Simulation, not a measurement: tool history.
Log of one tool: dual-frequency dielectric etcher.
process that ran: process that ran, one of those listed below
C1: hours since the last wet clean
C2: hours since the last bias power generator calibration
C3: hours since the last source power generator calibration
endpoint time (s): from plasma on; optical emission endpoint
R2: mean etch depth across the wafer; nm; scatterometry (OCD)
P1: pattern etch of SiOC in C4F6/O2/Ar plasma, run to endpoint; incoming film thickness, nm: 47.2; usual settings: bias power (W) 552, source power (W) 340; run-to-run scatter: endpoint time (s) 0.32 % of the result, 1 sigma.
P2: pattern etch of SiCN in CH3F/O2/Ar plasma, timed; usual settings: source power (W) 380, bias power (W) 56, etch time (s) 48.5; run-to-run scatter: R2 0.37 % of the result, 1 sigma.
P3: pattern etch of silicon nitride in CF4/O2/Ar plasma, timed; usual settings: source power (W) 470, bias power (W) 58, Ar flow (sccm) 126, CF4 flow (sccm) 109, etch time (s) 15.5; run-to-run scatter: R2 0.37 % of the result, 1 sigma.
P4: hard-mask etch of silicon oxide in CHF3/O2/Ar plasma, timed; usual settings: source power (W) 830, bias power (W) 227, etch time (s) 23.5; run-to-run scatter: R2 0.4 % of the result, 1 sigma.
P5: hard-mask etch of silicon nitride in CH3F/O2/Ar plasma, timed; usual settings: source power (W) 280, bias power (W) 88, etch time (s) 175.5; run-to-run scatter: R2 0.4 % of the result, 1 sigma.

Run 1, hour 15.5: process that ran P1, bias power (W) 552, source power (W) 340; C1 356.2; C2 1508.7; C3 886.2. Result: endpoint time (s) 16.425.
Run 2, hour 29.3: process that ran P5, bias power (W) 57, source power (W) 280, etch time (s) 175.5; C1 370.0; C2 1522.5; C3 900.0. Result: R2 98.728 nm.
Run 3, hour 41.9: process that ran P5, bias power (W) 88, source power (W) 340, etch time (s) 175.5; C1 382.6; C2 1535.1; C3 912.6. Result: R2 122.640 nm.
Run 4, hour 50.2: process that ran P4, bias power (W) 283, source power (W) 830, etch time (s) 23.5; C1 390.9; C2 1543.4; C3 920.9. Result: R2 62.713 nm.
Run 5, hour 67.0: process that ran P1, bias power (W) 552, source power (W) 340; C1 407.7; C2 1560.2; C3 937.7. Result: endpoint time (s) 16.424.
Run 6, hour 79.3: process that ran P2, bias power (W) 43, source power (W) 380, etch time (s) 48.5; C1 420.0; C2 1572.5; C3 950.0. Result: R2 15.239 nm.
Run 7, hour 92.3: process that ran P1, bias power (W) 394, source power (W) 340; C1 433.0; C2 1585.5; C3 963.0. Result: endpoint time (s) 18.543.
Run 8, hour 101.9: process that ran P1, bias power (W) 552, source power (W) 340; C1 442.6; C2 1595.1; C3 972.6. Result: endpoint time (s) 16.371.
Run 9, hour 115.1: process that ran P3, bias power (W) 58, source power (W) 470, etch time (s) 22.5, Ar flow (sccm) 126, CF4 flow (sccm) 109; C1 455.8; C2 1608.3; C3 985.8. Result: R2 41.626 nm.
Run 10, hour 131.6: process that ran P5, bias power (W) 88, source power (W) 280, etch time (s) 175.5; C1 472.3; C2 1624.8; C3 1002.3. Result: R2 114.130 nm.
Run 11, hour 147.9: process that ran P5, bias power (W) 88, source power (W) 280, etch time (s) 235.5; C1 488.6; C2 1641.1; C3 1018.6. Result: R2 152.990 nm.
Run 12, hour 160.7: process that ran P1, bias power (W) 552, source power (W) 340; C1 501.4; C2 1653.9; C3 1031.4. Result: endpoint time (s) 16.354.
Run 13, hour 171.7: process that ran P3, bias power (W) 58, source power (W) 470, etch time (s) 15.5, Ar flow (sccm) 126, CF4 flow (sccm) 109; C1 512.4; C2 1664.9; C3 1042.4. Result: R2 28.837 nm.
Run 14, hour 189.1: process that ran P3, bias power (W) 58, source power (W) 470, etch time (s) 15.5, Ar flow (sccm) 97, CF4 flow (sccm) 109; C1 529.8; C2 1682.3; C3 1059.8. Result: R2 29.836 nm.
Run 15, hour 206.0: process that ran P1, bias power (W) 552, source power (W) 270; C1 546.7; C2 1699.2; C3 1076.7. Result: endpoint time (s) 17.856.
Run 16, hour 216.8: process that ran P2, bias power (W) 56, source power (W) 480, etch time (s) 48.5; C1 557.5; C2 1710.0; C3 1087.5. Result: R2 18.103 nm.
Run 17, hour 229.0: process that ran P3, bias power (W) 69, source power (W) 470, etch time (s) 15.5, Ar flow (sccm) 126, CF4 flow (sccm) 109; C1 569.7; C2 1722.2; C3 1099.7. Result: R2 31.017 nm.
Run 18, hour 241.9: process that ran P4, bias power (W) 227, source power (W) 540, etch time (s) 23.5; C1 582.6; C2 1735.1; C3 1112.6. Result: R2 49.943 nm.
At hour 254.3: wet clean of the chamber.
Run 19, hour 256.9: process that ran P1, bias power (W) 552, source power (W) 340; C1 2.7; C2 1750.1; C3 1127.6. Result: endpoint time (s) 16.481.
Run 20, hour 271.5: process that ran P4, bias power (W) 227, source power (W) 830, etch time (s) 23.5; C1 17.3; C2 1764.7; C3 1142.2. Result: R2 58.638 nm.
Run 21, hour 282.1: process that ran P5, bias power (W) 88, source power (W) 280, etch time (s) 175.5; C1 27.9; C2 1775.3; C3 1152.8. Result: R2 114.620 nm.
Run 22, hour 290.5: process that ran P3, bias power (W) 58, source power (W) 300, etch time (s) 15.5, Ar flow (sccm) 126, CF4 flow (sccm) 109; C1 36.3; C2 1783.7; C3 1161.2. Result: R2 19.678 nm.
Run 23, hour 301.1: process that ran P4, bias power (W) 227, source power (W) 830, etch time (s) 29.0; C1 46.9; C2 1794.3; C3 1171.8. Result: R2 72.055 nm.
Run 24, hour 311.5: process that ran P1, bias power (W) 552, source power (W) 340; C1 57.3; C2 1804.7; C3 1182.2. Result: endpoint time (s) 16.316.
Run 25, hour 326.8: process that ran P2, bias power (W) 56, source power (W) 380, etch time (s) 48.5; C1 72.6; C2 1820.0; C3 1197.5. Result: R2 16.513 nm.
Run 26, hour 337.7: process that ran P1, bias power (W) 341, source power (W) 240; C1 83.5; C2 1830.9; C3 1208.4. Result: endpoint time (s) 22.364.
Run 27, hour 352.8: process that ran P1, bias power (W) 451, source power (W) 410; C1 98.6; C2 1846.0; C3 1223.5. Result: endpoint time (s) 16.481.
Run 28, hour 368.2: process that ran P1, bias power (W) 657, source power (W) 340; C1 114.0; C2 1861.4; C3 1238.9. Result: endpoint time (s) 15.244.
At hour 376.2: source power generator calibrated.
Run 29, hour 379.6: process that ran P2, bias power (W) 56, source power (W) 380, etch time (s) 48.5; C1 125.4; C2 1872.8; C3 3.4. Result: R2 16.438 nm.
Run 30, hour 389.2: process that ran P3, bias power (W) 58, source power (W) 470, etch time (s) 15.5, Ar flow (sccm) 126, CF4 flow (sccm) 88; C1 135.0; C2 1882.4; C3 13.0. Result: R2 28.100 nm.
Run 31, hour 402.6: process that ran P4, bias power (W) 227, source power (W) 830, etch time (s) 23.5; C1 148.4; C2 1895.8; C3 26.4. Result: R2 58.277 nm.
Run 32, hour 420.0: process that ran P2, bias power (W) 56, source power (W) 380, etch time (s) 63.0; C1 165.8; C2 1913.2; C3 43.8. Result: R2 21.422 nm.
Run 33, hour 436.3: process that ran P1, bias power (W) 552, source power (W) 430; C1 182.1; C2 1929.5; C3 60.1. Result: endpoint time (s) 15.074.
Run 34, hour 453.4: process that ran P3, bias power (W) 58, source power (W) 470, etch time (s) 15.5, Ar flow (sccm) 126, CF4 flow (sccm) 109; C1 199.2; C2 1946.6; C3 77.2. Result: R2 28.886 nm.
Run 35, hour 464.2: process that ran P1, bias power (W) 552, source power (W) 340; C1 210.0; C2 1957.4; C3 88.0. Result: endpoint time (s) 16.456.
Run 36, hour 472.0: process that ran P1, bias power (W) 552, source power (W) 340; C1 217.8; C2 1965.2; C3 95.8. Result: endpoint time (s) 16.436.
Run 37, hour 488.2: process that ran P1, bias power (W) 552, source power (W) 340; C1 234.0; C2 1981.4; C3 112.0. Result: endpoint time (s) 16.260.
Run 38, hour 496.6: process that ran P1, bias power (W) 552, source power (W) 340; C1 242.4; C2 1989.8; C3 120.4. Result: endpoint time (s) 16.157.
Run 39, hour 512.6: process that ran P1, bias power (W) 552, source power (W) 340; C1 258.4; C2 2005.8; C3 136.4. Result: endpoint time (s) 16.150.
At hour 513.6: wet clean of the chamber.
Run 40, hour 522.2: process that ran P1, bias power (W) 552, source power (W) 340; C1 8.7; C2 2015.4; C3 146.0. Result: endpoint time (s) 16.234.

Forecast run 41:
Run 41, hour 533.0: process that ran P1, bias power (W) 552, source power (W) 340; C1 19.5; C2 2026.2; C3 156.8. Result: endpoint time (s) ?.

{"run 41": {"endpoint time (s)": 16.068}}
